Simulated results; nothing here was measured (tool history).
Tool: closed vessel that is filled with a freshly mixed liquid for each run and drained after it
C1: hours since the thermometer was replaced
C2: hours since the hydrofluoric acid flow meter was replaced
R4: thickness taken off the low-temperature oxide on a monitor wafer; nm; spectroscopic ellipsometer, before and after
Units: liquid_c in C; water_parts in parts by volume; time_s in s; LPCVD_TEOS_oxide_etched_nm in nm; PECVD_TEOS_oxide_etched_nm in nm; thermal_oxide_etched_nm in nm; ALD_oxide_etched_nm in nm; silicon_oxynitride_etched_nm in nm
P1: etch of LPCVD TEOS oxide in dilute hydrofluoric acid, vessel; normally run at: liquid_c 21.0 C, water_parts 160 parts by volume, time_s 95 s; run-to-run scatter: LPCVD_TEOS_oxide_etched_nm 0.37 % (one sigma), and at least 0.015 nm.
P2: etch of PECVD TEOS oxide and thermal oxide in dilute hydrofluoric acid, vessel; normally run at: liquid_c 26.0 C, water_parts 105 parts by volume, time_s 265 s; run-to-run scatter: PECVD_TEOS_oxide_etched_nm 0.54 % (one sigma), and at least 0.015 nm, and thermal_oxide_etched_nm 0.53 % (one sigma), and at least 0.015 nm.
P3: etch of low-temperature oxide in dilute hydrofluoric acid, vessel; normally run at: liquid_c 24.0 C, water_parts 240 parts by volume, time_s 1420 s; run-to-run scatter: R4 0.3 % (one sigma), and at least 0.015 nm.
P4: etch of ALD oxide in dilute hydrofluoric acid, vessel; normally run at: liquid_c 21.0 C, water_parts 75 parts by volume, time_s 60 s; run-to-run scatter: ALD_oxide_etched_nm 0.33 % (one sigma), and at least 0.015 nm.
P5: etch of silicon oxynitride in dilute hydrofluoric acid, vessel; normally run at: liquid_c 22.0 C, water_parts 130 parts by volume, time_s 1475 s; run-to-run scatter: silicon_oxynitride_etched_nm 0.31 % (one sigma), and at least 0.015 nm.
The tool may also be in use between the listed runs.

run 1 hour=8.1 | process=P1 liquid_c=21.0 water_parts=160 time_s=95 | C1=457.7 C2=1042.5 | LPCVD_TEOS_oxide_etched_nm=27.9540
run 2 hour=13.4 | process=P2 liquid_c=26.0 water_parts=165 time_s=265 | C1=463.0 C2=1047.8 | PECVD_TEOS_oxide_etched_nm=25.4620 thermal_oxide_etched_nm=7.4233
run 3 hour=21.6 | process=P1 liquid_c=21.0 water_parts=30 time_s=95 | C1=471.2 C2=1056.0 | LPCVD_TEOS_oxide_etched_nm=174.0400
run 4 hour=25.8 | process=P3 liquid_c=24.0 water_parts=240 time_s=2200 | C1=475.4 C2=1060.2 | R4=84.889
run 5 hour=32.8 | process=P1 liquid_c=21.0 water_parts=160 time_s=95 | C1=482.4 C2=1067.2 | LPCVD_TEOS_oxide_etched_nm=27.8380
run 6 hour=39.8 | process=P1 liquid_c=21.0 water_parts=160 time_s=185 | C1=489.4 C2=1074.2 | LPCVD_TEOS_oxide_etched_nm=54.3640
run 7 hour=45.5 | process=P3 liquid_c=24.0 water_parts=240 time_s=1420 | C1=495.1 C2=1079.9 | R4=54.827
run 8 hour=51.0 | process=P1 liquid_c=21.0 water_parts=160 time_s=30 | C1=500.6 C2=1085.4 | LPCVD_TEOS_oxide_etched_nm=8.7684
run 9 hour=58.9 | process=P3 liquid_c=24.0 water_parts=435 time_s=1420 | C1=508.5 C2=1093.3 | R4=25.114
run 10 hour=67.0 | process=P1 liquid_c=21.0 water_parts=160 time_s=95 | C1=516.6 C2=1101.4 | LPCVD_TEOS_oxide_etched_nm=27.8980
run 11 hour=75.8 | process=P4 liquid_c=21.0 water_parts=75 time_s=60 | C1=525.4 C2=1110.2 | ALD_oxide_etched_nm=11.8410
run 12 hour=80.6 | process=P3 liquid_c=24.0 water_parts=240 time_s=1420 | C1=530.2 C2=1115.0 | R4=54.569
run 13 hour=89.0 | process=P5 liquid_c=22.0 water_parts=130 time_s=1475 | C1=538.6 C2=1123.4 | silicon_oxynitride_etched_nm=48.714
run 14 hour=98.1 | process=P1 liquid_c=17.0 water_parts=160 time_s=30 | C1=547.7 C2=1132.5 | LPCVD_TEOS_oxide_etched_nm=7.5108
run 15 hour=107.1 | process=P2 liquid_c=26.0 water_parts=105 time_s=30 | C1=556.7 C2=1141.5 | PECVD_TEOS_oxide_etched_nm=4.8861 thermal_oxide_etched_nm=1.4116
run 16 hour=114.6 | process=P4 liquid_c=21.0 water_parts=75 time_s=30 | C1=564.2 C2=1149.0 | ALD_oxide_etched_nm=5.8628
run 17 hour=119.0 | process=P1 liquid_c=21.0 water_parts=160 time_s=95 | C1=568.6 C2=1153.4 | LPCVD_TEOS_oxide_etched_nm=27.8930
run 18 hour=126.6 | process=P4 liquid_c=28.0 water_parts=75 time_s=60 | C1=576.2 C2=1161.0 | ALD_oxide_etched_nm=15.5950
run 19 hour=130.9 | process=P1 liquid_c=17.0 water_parts=160 time_s=95 | C1=580.5 C2=1165.3 | LPCVD_TEOS_oxide_etched_nm=23.8140
run 20 hour=138.6 | process=P5 liquid_c=22.0 water_parts=130 time_s=2335 | C1=588.2 C2=1173.0 | silicon_oxynitride_etched_nm=77.237
run 21 hour=147.6 | process=P5 liquid_c=22.0 water_parts=25 time_s=1475 | C1=597.2 C2=1182.0 | silicon_oxynitride_etched_nm=275.610
run 22 hour=156.0 | process=P2 liquid_c=17.5 water_parts=105 time_s=265 | C1=605.6 C2=1190.4 | PECVD_TEOS_oxide_etched_nm=30.8630 thermal_oxide_etched_nm=8.9663
run 23 hour=164.5 | process=P1 liquid_c=21.0 water_parts=265 time_s=95 | C1=614.1 C2=1198.9 | LPCVD_TEOS_oxide_etched_nm=15.2050
run 24 hour=169.6 | process=P2 liquid_c=26.0 water_parts=105 time_s=265 | C1=619.2 C2=1204.0 | PECVD_TEOS_oxide_etched_nm=43.8920 thermal_oxide_etched_nm=12.5680
run 25 hour=174.3 | process=P1 liquid_c=21.0 water_parts=160 time_s=95 | C1=623.9 C2=1208.7 | LPCVD_TEOS_oxide_etched_nm=27.9550
run 26 hour=178.9 | process=P1 liquid_c=21.0 water_parts=45 time_s=140 | C1=628.5 C2=1213.3 | LPCVD_TEOS_oxide_etched_nm=167.2500
run 27 hour=186.8 | process=P1 liquid_c=25.5 water_parts=160 time_s=95 | C1=636.4 C2=1221.2 | LPCVD_TEOS_oxide_etched_nm=33.1180
run 28 hour=191.5 | process=P1 liquid_c=21.0 water_parts=160 time_s=95 | C1=641.1 C2=1225.9 | LPCVD_TEOS_oxide_etched_nm=27.8110
run 29 hour=196.0 | process=P4 liquid_c=21.0 water_parts=105 time_s=60 | C1=645.6 C2=1230.4 | ALD_oxide_etched_nm=8.0901
run 30 hour=200.7 | process=P5 liquid_c=22.0 water_parts=130 time_s=1475 | C1=650.3 C2=1235.1 | silicon_oxynitride_etched_nm=48.935
run 31 hour=209.2 | process=P3 liquid_c=17.0 water_parts=240 time_s=1420 | C1=658.8 C2=1243.6 | R4=41.902
run 32 hour=218.3 | process=P5 liquid_c=17.0 water_parts=130 time_s=1475 | C1=667.9 C2=1252.7 | silicon_oxynitride_etched_nm=38.407
run 33 hour=222.7 | process=P1 liquid_c=21.0 water_parts=160 time_s=95 | C1=672.3 C2=1257.1 | LPCVD_TEOS_oxide_etched_nm=27.7900
run 34 hour=228.2 | process=P1 liquid_c=21.0 water_parts=160 time_s=95 | C1=677.8 C2=1262.6 | LPCVD_TEOS_oxide_etched_nm=28.6210
run 35 hour=237.3 | process=P1 liquid_c=21.0 water_parts=160 time_s=95 | C1=686.9 C2=1271.7 | LPCVD_TEOS_oxide_etched_nm=29.2070
run 36 hour=243.5 | process=P1 liquid_c=21.0 water_parts=160 time_s=95 | C1=693.1 C2=1277.9 | LPCVD_TEOS_oxide_etched_nm=29.3390
run 37 hour=249.1 | process=P1 liquid_c=21.0 water_parts=160 time_s=95 | C1=698.7 C2=1283.5 | LPCVD_TEOS_oxide_etched_nm=29.4640
run 38 hour=256.9 | process=P1 liquid_c=21.0 water_parts=160 time_s=95 | C1=706.5 C2=1291.3 | LPCVD_TEOS_oxide_etched_nm=29.7310
run 39 hour=261.1 | process=P1 liquid_c=21.0 water_parts=160 time_s=95 | C1=710.7 C2=1295.5 | LPCVD_TEOS_oxide_etched_nm=29.7080
run 40 hour=268.8 | process=P1 liquid_c=21.0 water_parts=160 time_s=95 | C1=718.4 C2=1303.2 | LPCVD_TEOS_oxide_etched_nm=29.6180
run 41 hour=278.3 | process=P1 liquid_c=21.0 water_parts=160 time_s=95 | C1=727.9 C2=1312.7 | LPCVD_TEOS_oxide_etched_nm=30.0250
run 42 hour=283.0 | process=P1 liquid_c=21.0 water_parts=160 time_s=95 | C1=732.6 C2=1317.4 | LPCVD_TEOS_oxide_etched_nm=29.7510
run 43 hour=291.0 | process=P1 liquid_c=21.0 water_parts=160 time_s=95 | C1=740.6 C2=1325.4 | LPCVD_TEOS_oxide_etched_nm=29.7360

What P1 gives has crept away from where it was. These 2 causes fit the log equally well, each at the size given:
A: hydrofluoric acid flow above the setpoint (%) = 5.82
B: liquid hotter than its thermometer reads (K) = 1.7
The creep began at about hour 222.7.

4 check runs are offered, one wafer each, their results left as question marks. Which one tells the causes apart?
run check 1 hour=299.0 | process=P5 liquid_c=17.0 water_parts=30 time_s=1475 | silicon_oxynitride_etched_nm=?
run check 2 hour=299.0 | process=P4 liquid_c=24.0 water_parts=75 time_s=35 | ALD_oxide_etched_nm=?
run check 3 hour=299.0 | process=P2 liquid_c=20.0 water_parts=105 time_s=265 | PECVD_TEOS_oxide_etched_nm=? thermal_oxide_etched_nm=?
run check 4 hour=299.0 | process=P3 liquid_c=20.5 water_parts=240 time_s=1420 | R4=?

What each check would give under each cause:
check=check_1 result=silicon_oxynitride_etched_nm if_A=187.500 if_B=193.360
check=check_2 result=ALD_oxide_etched_nm if_A=8.2776 if_B=8.3302
check=check_3 result=PECVD_TEOS_oxide_etched_nm if_A=36.4040 if_B=36.6280
check=check_3 result=thermal_oxide_etched_nm if_A=10.5030 if_B=10.5670
check=check_4 result=R4 if_A=51.561 if_B=51.249
How far apart the two closest causes lie, in the result that separates them most: check 1 3.08 %; check 2 0.63 %; check 3 0.61 %; check 4 0.61 %
Check 1 tells the causes apart: in the others they would give nearly the same result.

Then check 1 was run and gave: silicon_oxynitride_etched_nm 187.310 nm. Which cause is it?

It is A: hydrofluoric acid flow above the setpoint (%).
